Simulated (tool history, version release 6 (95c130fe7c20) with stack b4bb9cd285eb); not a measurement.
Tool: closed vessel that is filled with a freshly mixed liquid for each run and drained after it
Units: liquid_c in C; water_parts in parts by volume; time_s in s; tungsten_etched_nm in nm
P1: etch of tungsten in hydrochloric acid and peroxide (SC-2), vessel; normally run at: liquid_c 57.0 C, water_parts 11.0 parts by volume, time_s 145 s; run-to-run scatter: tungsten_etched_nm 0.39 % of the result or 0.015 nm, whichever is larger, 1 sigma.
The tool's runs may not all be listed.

run,hour,liquid_c,water_parts,time_s,tungsten_etched_nm
1,9.9,57.0,11.0,145,24.2300
2,16.3,57.0,11.0,145,24.2050
3,27.4,57.0,11.0,145,24.2900
4,32.4,68.5,11.0,145,49.6870
5,41.8,57.0,11.0,225,37.5660
6,47.0,57.0,11.0,145,24.3930
7,52.4,57.0,11.0,55,9.1814
8,60.0,40.5,11.0,145,8.0085
9,68.7,57.0,11.0,145,24.1600
10,76.0,57.0,6.5,30,7.6512
11,84.7,57.0,4.0,145,52.6870
# hour 90.1: thermometer replaced
12,93.4,48.0,4.0,145,29.3560
13,104.3,57.0,11.0,145,24.4060
14,114.0,57.0,11.0,145,24.2770
15,122.8,57.0,16.5,145,17.1640
16,133.4,57.0,11.0,145,24.3890
17,143.6,57.0,11.0,145,25.0900
18,153.8,57.0,11.0,145,25.5690
19,158.6,57.0,11.0,145,25.4590
20,167.2,57.0,11.0,145,25.7530
21,177.9,57.0,11.0,145,25.9900
22,183.0,57.0,11.0,145,25.8100

Forecast run 23:
23,189.2,57.0,11.0,145,?

{"run 23": {"tungsten_etched_nm": 25.896}}
